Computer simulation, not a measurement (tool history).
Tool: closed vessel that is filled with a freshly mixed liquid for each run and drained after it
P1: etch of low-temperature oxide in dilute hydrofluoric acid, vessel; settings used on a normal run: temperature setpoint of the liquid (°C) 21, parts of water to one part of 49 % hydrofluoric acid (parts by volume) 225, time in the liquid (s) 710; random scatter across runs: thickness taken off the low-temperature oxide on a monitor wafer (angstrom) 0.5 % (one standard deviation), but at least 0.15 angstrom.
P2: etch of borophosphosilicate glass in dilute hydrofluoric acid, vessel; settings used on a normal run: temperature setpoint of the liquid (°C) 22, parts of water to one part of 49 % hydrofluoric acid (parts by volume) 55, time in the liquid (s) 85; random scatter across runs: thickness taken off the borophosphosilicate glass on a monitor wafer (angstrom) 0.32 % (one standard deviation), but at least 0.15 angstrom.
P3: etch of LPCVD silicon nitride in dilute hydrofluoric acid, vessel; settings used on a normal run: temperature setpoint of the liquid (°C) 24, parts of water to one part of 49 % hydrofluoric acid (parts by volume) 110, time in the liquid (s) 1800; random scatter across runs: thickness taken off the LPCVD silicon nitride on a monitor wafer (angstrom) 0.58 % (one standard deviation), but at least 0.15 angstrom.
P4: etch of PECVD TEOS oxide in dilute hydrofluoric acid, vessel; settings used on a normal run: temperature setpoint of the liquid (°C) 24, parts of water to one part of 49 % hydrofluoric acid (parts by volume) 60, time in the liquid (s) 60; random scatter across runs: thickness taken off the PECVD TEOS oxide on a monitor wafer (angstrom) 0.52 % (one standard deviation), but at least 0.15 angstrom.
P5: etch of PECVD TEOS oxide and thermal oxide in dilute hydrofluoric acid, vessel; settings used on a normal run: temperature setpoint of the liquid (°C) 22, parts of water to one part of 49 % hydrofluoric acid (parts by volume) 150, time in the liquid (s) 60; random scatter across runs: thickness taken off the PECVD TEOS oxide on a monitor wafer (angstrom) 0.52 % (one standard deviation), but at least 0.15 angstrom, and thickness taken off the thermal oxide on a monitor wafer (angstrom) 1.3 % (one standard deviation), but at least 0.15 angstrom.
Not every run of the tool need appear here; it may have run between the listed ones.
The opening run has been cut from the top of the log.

run   hour  process that ran  temperature setpoint of the liquid (°C)  parts of water to one part of 49 % hydrofluoric acid (parts by volume)  time in the liquid (s)  thickness taken off the low-temperature oxide on a monitor wafer (angstrom)  thickness taken off the LPCVD silicon nitride on a monitor wafer (angstrom)  thickness taken off the PECVD TEOS oxide on a monitor wafer (angstrom)  thickness taken off the thermal oxide on a monitor wafer (angstrom)  thickness taken off the borophosphosilicate glass on a monitor wafer (angstrom)
  2    6.9                P3                                     31.5                                                                     110                    1800                                                                                                                                                    147.52
  3   11.9                P1                                       17                                                                     225                     710                                                                       421.36
  4   19.2                P1                                       17                                                                     225                    1225                                                                       722.69
  5   22.9                P1                                       21                                                                     225                     710                                                                       485.65
  6   26.7                P5                                       22                                                                     250                      60                                                                                                                                                                                                                            53.496                                                               9.5233
  7   31.2                P1                                       21                                                                     225                     710                                                                       490.29
  8   36.5                P2                                       22                                                                      55                      85                                                                                                                                                                                                                                                                                                                                                                                  534.77
  9   40.7                P1                                       21                                                                     145                     710                                                                       818.14
 10     44                P1                                       21                                                                     225                     710                                                                       485.96
 11   49.6                P3                                       24                                                                     180                    1800                                                                                                                                                    56.277
 12   55.1                P1                                       21                                                                     225                     710                                                                       487.93
 13   58.8                P5                                       17                                                                     150                      60                                                                                                                                                                                                                            80.508                                                               14.067
 14   62.6                P2                                       22                                                                      55                      30                                                                                                                                                                                                                                                                                                                                                                                  188.06
 15     69                P4                                       24                                                                      60                      60                                                                                                                                                                                                                            288.12
 16   75.7                P2                                       22                                                                      55                      85                                                                                                                                                                                                                                                                                                                                                                                  534.25
 17   82.9                P3                                       24                                                                     110                    1800                                                                                                                                                     92.02
 18   90.3                P4                                       24                                                                      60                     105                                                                                                                                                                                                                            499.25
 19   95.6                P1                                       21                                                                     370                     710                                                                       259.45
 20  100.1                P5                                       22                                                                     150                      60                                                                                                                                                                                                                            99.172                                                               16.791
 21  106.4                P3                                       24                                                                     110                    3445                                                                                                                                                     177.1
 22  111.5                P1                                       21                                                                     225                     185                                                                       126.21

Run 23 comes next. What will it give?
 23  115.2                P1                                       21                                                                     225                     710                                                                            ?

thickness taken off the low-temperature oxide on a monitor wafer (angstrom): 490.96

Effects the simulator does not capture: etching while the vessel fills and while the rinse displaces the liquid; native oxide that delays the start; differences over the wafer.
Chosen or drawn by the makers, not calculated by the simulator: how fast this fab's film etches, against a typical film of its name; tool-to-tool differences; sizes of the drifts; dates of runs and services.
